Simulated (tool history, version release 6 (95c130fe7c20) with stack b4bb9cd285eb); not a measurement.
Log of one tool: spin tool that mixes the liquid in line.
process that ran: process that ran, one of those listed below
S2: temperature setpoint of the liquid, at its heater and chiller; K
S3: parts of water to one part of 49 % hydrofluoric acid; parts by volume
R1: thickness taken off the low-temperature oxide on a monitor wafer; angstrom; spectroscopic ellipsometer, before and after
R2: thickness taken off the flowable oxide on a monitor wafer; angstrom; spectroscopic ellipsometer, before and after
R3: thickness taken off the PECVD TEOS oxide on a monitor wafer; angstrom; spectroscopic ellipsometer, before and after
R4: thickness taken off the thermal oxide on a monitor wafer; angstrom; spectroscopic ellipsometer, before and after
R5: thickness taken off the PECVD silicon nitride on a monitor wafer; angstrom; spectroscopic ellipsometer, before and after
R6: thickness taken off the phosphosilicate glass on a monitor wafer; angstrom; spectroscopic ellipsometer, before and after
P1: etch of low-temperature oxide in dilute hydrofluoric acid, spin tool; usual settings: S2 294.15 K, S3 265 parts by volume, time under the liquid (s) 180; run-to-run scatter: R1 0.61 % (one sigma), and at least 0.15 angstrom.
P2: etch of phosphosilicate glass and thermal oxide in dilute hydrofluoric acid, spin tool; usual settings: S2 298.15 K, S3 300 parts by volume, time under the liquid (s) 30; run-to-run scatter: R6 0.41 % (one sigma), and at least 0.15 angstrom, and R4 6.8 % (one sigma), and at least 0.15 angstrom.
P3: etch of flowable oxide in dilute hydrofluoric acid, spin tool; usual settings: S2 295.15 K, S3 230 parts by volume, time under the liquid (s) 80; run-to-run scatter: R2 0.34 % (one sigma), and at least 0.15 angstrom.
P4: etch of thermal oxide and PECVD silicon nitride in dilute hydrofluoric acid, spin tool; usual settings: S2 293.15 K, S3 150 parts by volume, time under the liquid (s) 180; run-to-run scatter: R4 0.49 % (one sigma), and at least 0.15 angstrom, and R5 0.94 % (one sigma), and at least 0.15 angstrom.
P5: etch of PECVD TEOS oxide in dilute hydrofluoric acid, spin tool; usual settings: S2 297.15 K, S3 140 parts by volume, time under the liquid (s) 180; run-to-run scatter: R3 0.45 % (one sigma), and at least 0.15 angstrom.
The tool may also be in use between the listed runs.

Run 1, hour 2.2: process that ran P1, S2 294.15 K, S3 265 parts by volume, time under the liquid (s) 180. Result: R1 57.403 angstrom.
Run 2, hour 5.4: process that ran P1, S2 294.15 K, S3 265 parts by volume, time under the liquid (s) 180. Result: R1 57.613 angstrom.
Run 3, hour 8.1: process that ran P1, S2 294.15 K, S3 265 parts by volume, time under the liquid (s) 285. Result: R1 89.826 angstrom.
Run 4, hour 11.3: process that ran P1, S2 294.15 K, S3 365 parts by volume, time under the liquid (s) 180. Result: R1 37.92 angstrom.
Run 5, hour 14.6: process that ran P3, S2 295.15 K, S3 230 parts by volume, time under the liquid (s) 15. Result: R2 36.168 angstrom.
Run 6, hour 17.1: process that ran P3, S2 295.15 K, S3 230 parts by volume, time under the liquid (s) 80. Result: R2 193.97 angstrom.
Run 7, hour 21.1: process that ran P3, S2 303.65 K, S3 230 parts by volume, time under the liquid (s) 80. Result: R2 260.68 angstrom.
Run 8, hour 25: process that ran P5, S2 305.15 K, S3 140 parts by volume, time under the liquid (s) 180. Result: R3 154.19 angstrom.
Run 9, hour 28.6: process that ran P5, S2 297.15 K, S3 140 parts by volume, time under the liquid (s) 180. Result: R3 114.47 angstrom.
Run 10, hour 32.2: process that ran P4, S2 293.15 K, S3 150 parts by volume, time under the liquid (s) 340. Result: R4 85.229 angstrom, R5 47.223 angstrom.
Run 11, hour 35.4: process that ran P4, S2 293.15 K, S3 30 parts by volume, time under the liquid (s) 180. Result: R4 255.45 angstrom, R5 117.79 angstrom.
Run 12, hour 38.5: process that ran P1, S2 294.15 K, S3 265 parts by volume, time under the liquid (s) 180. Result: R1 57.086 angstrom.
Run 13, hour 42.6: process that ran P1, S2 294.15 K, S3 375 parts by volume, time under the liquid (s) 315. Result: R1 64.57 angstrom.
Run 14, hour 46.6: process that ran P4, S2 290.15 K, S3 150 parts by volume, time under the liquid (s) 180. Result: R4 39.856 angstrom, R5 20.295 angstrom.
Run 15, hour 50.6: process that ran P1, S2 290.15 K, S3 265 parts by volume, time under the liquid (s) 180. Result: R1 49.479 angstrom.
Run 16, hour 54.7: process that ran P2, S2 298.15 K, S3 300 parts by volume, time under the liquid (s) 30. Result: R4 4.3045 angstrom, R6 74.575 angstrom.
Run 17, hour 57.8: process that ran P2, S2 298.15 K, S3 135 parts by volume, time under the liquid (s) 30. Result: R4 9.5618 angstrom, R6 197.19 angstrom.
Run 18, hour 61.9: process that ran P1, S2 294.15 K, S3 105 parts by volume, time under the liquid (s) 180. Result: R1 170.54 angstrom.
Run 19, hour 64.9: process that ran P4, S2 293.15 K, S3 150 parts by volume, time under the liquid (s) 180. Result: R4 44.312 angstrom, R5 24.325 angstrom.
Run 20, hour 67.8: process that ran P1, S2 300.65 K, S3 265 parts by volume, time under the liquid (s) 180. Result: R1 71.749 angstrom.
Run 21, hour 71.2: process that ran P1, S2 294.15 K, S3 265 parts by volume, time under the liquid (s) 180. Result: R1 56.926 angstrom.
Run 22, hour 74.7: process that ran P2, S2 298.15 K, S3 300 parts by volume, time under the liquid (s) 45. Result: R4 6.2074 angstrom, R6 111.2 angstrom.
Run 23, hour 79: process that ran P5, S2 297.15 K, S3 70 parts by volume, time under the liquid (s) 180. Result: R3 248.82 angstrom.
Run 24, hour 82.7: process that ran P3, S2 295.15 K, S3 75 parts by volume, time under the liquid (s) 80. Result: R2 704.67 angstrom.
Run 25, hour 86.2: process that ran P1, S2 294.15 K, S3 265 parts by volume, time under the liquid (s) 180. Result: R1 56.634 angstrom.
Run 26, hour 88.2: process that ran P5, S2 297.15 K, S3 140 parts by volume, time under the liquid (s) 60. Result: R3 38.141 angstrom.
Run 27, hour 90.7: process that ran P2, S2 290.65 K, S3 300 parts by volume, time under the liquid (s) 30. Result: R4 2.996 angstrom, R6 56.598 angstrom.
Run 28, hour 94.1: process that ran P1, S2 294.15 K, S3 265 parts by volume, time under the liquid (s) 15. Result: R1 4.905 angstrom.
Run 29, hour 96: process that ran P2, S2 298.15 K, S3 300 parts by volume, time under the liquid (s) 30. Result: R4 3.7761 angstrom, R6 74.451 angstrom.
Run 30, hour 98.5: process that ran P1, S2 294.15 K, S3 265 parts by volume, time under the liquid (s) 180. Result: R1 56.956 angstrom.
Run 31, hour 102.5: process that ran P1, S2 294.15 K, S3 265 parts by volume, time under the liquid (s) 180. Result: R1 56.928 angstrom.
Run 32, hour 106.6: process that ran P1, S2 294.15 K, S3 265 parts by volume, time under the liquid (s) 180. Result: R1 54.472 angstrom.
Run 33, hour 109.8: process that ran P1, S2 294.15 K, S3 265 parts by volume, time under the liquid (s) 180. Result: R1 53.562 angstrom.
Run 34, hour 112.3: process that ran P1, S2 294.15 K, S3 265 parts by volume, time under the liquid (s) 180. Result: R1 52.964 angstrom.
Run 35, hour 116.6: process that ran P1, S2 294.15 K, S3 265 parts by volume, time under the liquid (s) 180. Result: R1 52.734 angstrom.
Run 36, hour 119.8: process that ran P1, S2 294.15 K, S3 265 parts by volume, time under the liquid (s) 180. Result: R1 52.646 angstrom.
Run 37, hour 123: process that ran P1, S2 294.15 K, S3 265 parts by volume, time under the liquid (s) 180. Result: R1 52.151 angstrom.
Run 38, hour 125.6: process that ran P1, S2 294.15 K, S3 265 parts by volume, time under the liquid (s) 180. Result: R1 51.918 angstrom.

What P1 gives has crept away from where it was. These 2 causes fit the log equally well, each at the size given:
A: hydrofluoric acid flow below the setpoint (%) = 6.91
B: liquid colder than its thermometer reads (K) = 2.42
The creep began at about hour 102.5.

4 check runs are offered, one wafer each, their results left as question marks. Which one tells the causes apart?
Run check 1, hour 128.2: process that ran P5, S2 297.15 K, S3 140 parts by volume, time under the liquid (s) 180. Result: R3 ?.
Run check 2, hour 128.2: process that ran P2, S2 298.15 K, S3 300 parts by volume, time under the liquid (s) 30. Result: R4 ?, R6 ?.
Run check 3, hour 128.2: process that ran P3, S2 295.15 K, S3 230 parts by volume, time under the liquid (s) 80. Result: R2 ?.
Run check 4, hour 128.2: process that ran P4, S2 293.15 K, S3 150 parts by volume, time under the liquid (s) 180. Result: R4 ?, R5 ?.

What each check would give under each cause:
  check  result    if A    if B
check 1      R3   105.3  104.18
check 2      R4  3.5207  3.5534
check 2      R6  67.586  68.212
check 3      R2  176.64  176.19
check 4      R4  41.282  40.693
check 4      R5  23.234  21.157
How far apart the two closest causes lie, in the result that separates them most: check 1 1.07 %; check 2 0.92 %; check 3 0.26 %; check 4 9.37 %
Only check 4 tells the causes apart: in the others they would give nearly the same result.

Check 4 was then run and gave: R4 40.32 angstrom; R5 21.237 angstrom. Which cause is it?

It is B: liquid colder than its thermometer reads (K).

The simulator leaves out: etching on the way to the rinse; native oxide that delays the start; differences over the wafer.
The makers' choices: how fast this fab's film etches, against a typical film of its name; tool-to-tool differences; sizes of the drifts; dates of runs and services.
